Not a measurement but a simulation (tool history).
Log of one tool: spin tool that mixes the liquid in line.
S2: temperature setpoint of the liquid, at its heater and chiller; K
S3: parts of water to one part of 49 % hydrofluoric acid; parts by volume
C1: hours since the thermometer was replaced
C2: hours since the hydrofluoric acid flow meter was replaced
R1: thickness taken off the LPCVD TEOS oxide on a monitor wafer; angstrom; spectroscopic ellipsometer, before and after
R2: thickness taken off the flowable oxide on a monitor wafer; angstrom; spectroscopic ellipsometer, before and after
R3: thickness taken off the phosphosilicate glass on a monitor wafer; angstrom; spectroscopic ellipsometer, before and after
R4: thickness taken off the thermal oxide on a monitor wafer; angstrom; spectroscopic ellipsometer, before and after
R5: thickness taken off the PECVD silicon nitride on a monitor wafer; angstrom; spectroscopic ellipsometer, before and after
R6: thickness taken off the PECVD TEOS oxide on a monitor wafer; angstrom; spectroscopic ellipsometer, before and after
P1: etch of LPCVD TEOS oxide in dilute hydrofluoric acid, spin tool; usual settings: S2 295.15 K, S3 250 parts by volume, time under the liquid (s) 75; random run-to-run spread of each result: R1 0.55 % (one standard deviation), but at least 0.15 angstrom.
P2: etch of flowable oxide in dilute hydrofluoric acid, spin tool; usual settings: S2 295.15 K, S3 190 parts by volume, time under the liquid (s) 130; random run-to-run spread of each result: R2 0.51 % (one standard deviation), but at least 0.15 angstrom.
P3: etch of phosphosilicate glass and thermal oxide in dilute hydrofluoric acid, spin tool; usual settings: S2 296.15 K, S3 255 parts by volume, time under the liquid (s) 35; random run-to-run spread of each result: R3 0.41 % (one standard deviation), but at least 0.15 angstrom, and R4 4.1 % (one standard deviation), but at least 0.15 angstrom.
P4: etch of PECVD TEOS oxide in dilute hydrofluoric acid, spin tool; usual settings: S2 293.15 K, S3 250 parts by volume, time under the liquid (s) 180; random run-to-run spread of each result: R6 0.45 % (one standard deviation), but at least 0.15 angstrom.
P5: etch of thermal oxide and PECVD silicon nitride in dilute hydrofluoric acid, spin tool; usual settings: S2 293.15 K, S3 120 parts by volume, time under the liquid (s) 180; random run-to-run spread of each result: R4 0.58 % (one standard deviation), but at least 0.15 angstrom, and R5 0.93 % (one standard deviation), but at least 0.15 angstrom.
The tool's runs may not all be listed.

Run 1, hour 5.6: process that ran P1, S2 295.15 K, S3 250 parts by volume, time under the liquid (s) 75; C1 1124; C2 643.3. Result: R1 65.731 angstrom.
Run 2, hour 9.1: process that ran P1, S2 300.65 K, S3 250 parts by volume, time under the liquid (s) 75; C1 1127.5; C2 646.8. Result: R1 80.514 angstrom.
Run 3, hour 15.7: process that ran P2, S2 301.15 K, S3 190 parts by volume, time under the liquid (s) 130; C1 1134.1; C2 653.4. Result: R2 248.49 angstrom.
Run 4, hour 22.2: process that ran P3, S2 296.15 K, S3 395 parts by volume, time under the liquid (s) 35; C1 1140.6; C2 659.9. Result: R3 46.472 angstrom, R4 2.5619 angstrom.
Run 5, hour 27.9: process that ran P1, S2 295.15 K, S3 75 parts by volume, time under the liquid (s) 75; C1 1146.3; C2 665.6. Result: R1 265.81 angstrom.
Run 6, hour 32.4: process that ran P1, S2 290.15 K, S3 60 parts by volume, time under the liquid (s) 75; C1 1150.8; C2 670.1. Result: R1 276.81 angstrom.
Run 7, hour 36: process that ran P5, S2 293.15 K, S3 120 parts by volume, time under the liquid (s) 180; C1 1154.4; C2 673.7. Result: R4 58.354 angstrom, R5 22.432 angstrom.
Run 8, hour 42: process that ran P3, S2 296.15 K, S3 255 parts by volume, time under the liquid (s) 55; C1 1160.4; C2 679.7. Result: R3 129.69 angstrom, R4 8.3238 angstrom.
Run 9, hour 46.8: process that ran P2, S2 295.15 K, S3 190 parts by volume, time under the liquid (s) 235; C1 1165.2; C2 684.5. Result: R2 360.4 angstrom.
Run 10, hour 53.7: process that ran P4, S2 293.15 K, S3 250 parts by volume, time under the liquid (s) 330; C1 1172.1; C2 691.4. Result: R6 109.11 angstrom.
Run 11, hour 61: process that ran P1, S2 290.15 K, S3 70 parts by volume, time under the liquid (s) 75; C1 1179.4; C2 698.7. Result: R1 228.86 angstrom.
Run 12, hour 65.5: process that ran P1, S2 301.15 K, S3 250 parts by volume, time under the liquid (s) 145; C1 1183.9; C2 703.2. Result: R1 158.53 angstrom.
Run 13, hour 71.3: process that ran P3, S2 290.65 K, S3 255 parts by volume, time under the liquid (s) 35; C1 1189.7; C2 709. Result: R3 67.78 angstrom, R4 3.986 angstrom.
Run 14, hour 77: process that ran P1, S2 295.15 K, S3 250 parts by volume, time under the liquid (s) 75; C1 1195.4; C2 714.7. Result: R1 65.608 angstrom.
Run 15, hour 81.4: process that ran P1, S2 295.15 K, S3 250 parts by volume, time under the liquid (s) 75; C1 1199.8; C2 719.1. Result: R1 66.165 angstrom.
Run 16, hour 87.3: process that ran P3, S2 296.15 K, S3 255 parts by volume, time under the liquid (s) 35; C1 1205.7; C2 725. Result: R3 82.414 angstrom, R4 4.9548 angstrom.
Run 17, hour 94.4: process that ran P3, S2 296.15 K, S3 255 parts by volume, time under the liquid (s) 35; C1 1212.8; C2 732.1. Result: R3 82.576 angstrom, R4 5.0364 angstrom.
Run 18, hour 100.3: process that ran P5, S2 293.15 K, S3 120 parts by volume, time under the liquid (s) 55; C1 1218.7; C2 738. Result: R4 17.778 angstrom, R5 6.747 angstrom.
Run 19, hour 106.8: process that ran P1, S2 295.15 K, S3 250 parts by volume, time under the liquid (s) 140; C1 1225.2; C2 744.5. Result: R1 124.58 angstrom.
Run 20, hour 111.4: process that ran P5, S2 293.15 K, S3 25 parts by volume, time under the liquid (s) 180; C1 1229.8; C2 749.1. Result: R4 313.26 angstrom, R5 103.66 angstrom.
Run 21, hour 118: process that ran P4, S2 293.15 K, S3 250 parts by volume, time under the liquid (s) 180; C1 1236.4; C2 755.7. Result: R6 59.946 angstrom.
Run 22, hour 122.6: process that ran P2, S2 295.15 K, S3 190 parts by volume, time under the liquid (s) 130; C1 1241; C2 760.3. Result: R2 197.53 angstrom.
Run 23, hour 130: process that ran P5, S2 290.15 K, S3 120 parts by volume, time under the liquid (s) 180; C1 1248.4; C2 767.7. Result: R4 51.471 angstrom, R5 18.343 angstrom.
Run 24, hour 134.7: process that ran P5, S2 293.15 K, S3 120 parts by volume, time under the liquid (s) 180; C1 1253.1; C2 772.4. Result: R4 58.022 angstrom, R5 22.847 angstrom.
Run 25, hour 142.5: process that ran P1, S2 295.15 K, S3 250 parts by volume, time under the liquid (s) 15; C1 1260.9; C2 780.2. Result: R1 13.246 angstrom.
Run 26, hour 147.7: process that ran P4, S2 293.15 K, S3 90 parts by volume, time under the liquid (s) 180; C1 1266.1; C2 785.4. Result: R6 194.94 angstrom.
Run 27, hour 152.5: process that ran P1, S2 295.15 K, S3 250 parts by volume, time under the liquid (s) 75; C1 1270.9; C2 790.2. Result: R1 65.354 angstrom.
Run 28, hour 158.1: process that ran P4, S2 297.65 K, S3 250 parts by volume, time under the liquid (s) 180; C1 1276.5; C2 795.8. Result: R6 70.758 angstrom.
Run 29, hour 161.6: process that ran P1, S2 295.15 K, S3 385 parts by volume, time under the liquid (s) 75; C1 1280; C2 799.3. Result: R1 37.426 angstrom.
Run 30, hour 168.3: process that ran P1, S2 290.15 K, S3 250 parts by volume, time under the liquid (s) 75; C1 1286.7; C2 806. Result: R1 54.397 angstrom.
Run 31, hour 174.2: process that ran P2, S2 295.15 K, S3 35 parts by volume, time under the liquid (s) 130; C1 1292.6; C2 811.9. Result: R2 1272.6 angstrom.
Run 32, hour 179.7: process that ran P1, S2 295.15 K, S3 250 parts by volume, time under the liquid (s) 75; C1 1298.1; C2 817.4. Result: R1 65.864 angstrom.
Run 33, hour 184.5: process that ran P1, S2 295.15 K, S3 250 parts by volume, time under the liquid (s) 75; C1 1302.9; C2 822.2. Result: R1 65.375 angstrom.
Run 34, hour 188.6: process that ran P1, S2 295.15 K, S3 250 parts by volume, time under the liquid (s) 75; C1 1307; C2 826.3. Result: R1 64.037 angstrom.
Run 35, hour 193.7: process that ran P1, S2 295.15 K, S3 250 parts by volume, time under the liquid (s) 75; C1 1312.1; C2 831.4. Result: R1 63.859 angstrom.
Run 36, hour 201.3: process that ran P1, S2 295.15 K, S3 250 parts by volume, time under the liquid (s) 75; C1 1319.7; C2 839. Result: R1 62.949 angstrom.
Run 37, hour 208.4: process that ran P1, S2 295.15 K, S3 250 parts by volume, time under the liquid (s) 75; C1 1326.8; C2 846.1. Result: R1 63.288 angstrom.
Run 38, hour 215.6: process that ran P1, S2 295.15 K, S3 250 parts by volume, time under the liquid (s) 75; C1 1334; C2 853.3. Result: R1 62.654 angstrom.
Run 39, hour 220.1: process that ran P1, S2 295.15 K, S3 250 parts by volume, time under the liquid (s) 75; C1 1338.5; C2 857.8. Result: R1 62.751 angstrom.
Run 40, hour 225.9: process that ran P1, S2 295.15 K, S3 250 parts by volume, time under the liquid (s) 75; C1 1344.3; C2 863.6. Result: R1 62.485 angstrom.
Run 41, hour 231.5: process that ran P1, S2 295.15 K, S3 250 parts by volume, time under the liquid (s) 75; C1 1349.9; C2 869.2. Result: R1 62.252 angstrom.
Run 42, hour 238.8: process that ran P1, S2 295.15 K, S3 250 parts by volume, time under the liquid (s) 75; C1 1357.2; C2 876.5. Result: R1 61.56 angstrom.
Run 43, hour 245.6: process that ran P1, S2 295.15 K, S3 250 parts by volume, time under the liquid (s) 75; C1 1364; C2 883.3. Result: R1 61.605 angstrom.

P1 has crept away from where it was. The log is fitted equally well by each of these 2 causes, at the sizes shown:
A: hydrofluoric acid flow below the setpoint (%) = 4.33
B: liquid colder than its thermometer reads (K) = 1.5
At approximately hour 179.7, the process output began to creep.

You are offered 4 check runs, listed below with question marks in place of their results; each one averages 2 wafers. Which run separates the listed causes by giving clearly different results for each?
Run check 1, hour 252.4: process that ran P5, S2 293.15 K, S3 120 parts by volume, time under the liquid (s) 180. Result: R4 ?, R5 ?.
Run check 2, hour 252.4: process that ran P2, S2 295.15 K, S3 190 parts by volume, time under the liquid (s) 130. Result: R2 ?.
Run check 3, hour 252.4: process that ran P4, S2 293.15 K, S3 250 parts by volume, time under the liquid (s) 180. Result: R6 ?.
Run check 4, hour 252.4: process that ran P3, S2 296.15 K, S3 255 parts by volume, time under the liquid (s) 35. Result: R3 ?, R4 ?.

Expected result of each check under each candidate cause:
  check  result    if A    if B
check 1      R4  55.393   54.78
check 1      R5  21.482  20.255
check 2      R2  188.16  187.34
check 3      R6  56.511  56.396
check 4      R3  78.068  78.146
check 4      R4  4.9233  4.9283
Gap, in per cent, between the two causes that each check separates least, read from the result that separates them most: check 1 5.88 %; check 2 0.43 %; check 3 0.2 %; check 4 0.1 %
Check 1 distinguishes between the causes, while the remaining checks would return nearly the same result for all of them.

Here is what check 1 returned: R4 54.786 angstrom; R5 20.323 angstrom. Which cause is it?

The cause is B: liquid colder than its thermometer reads (K).

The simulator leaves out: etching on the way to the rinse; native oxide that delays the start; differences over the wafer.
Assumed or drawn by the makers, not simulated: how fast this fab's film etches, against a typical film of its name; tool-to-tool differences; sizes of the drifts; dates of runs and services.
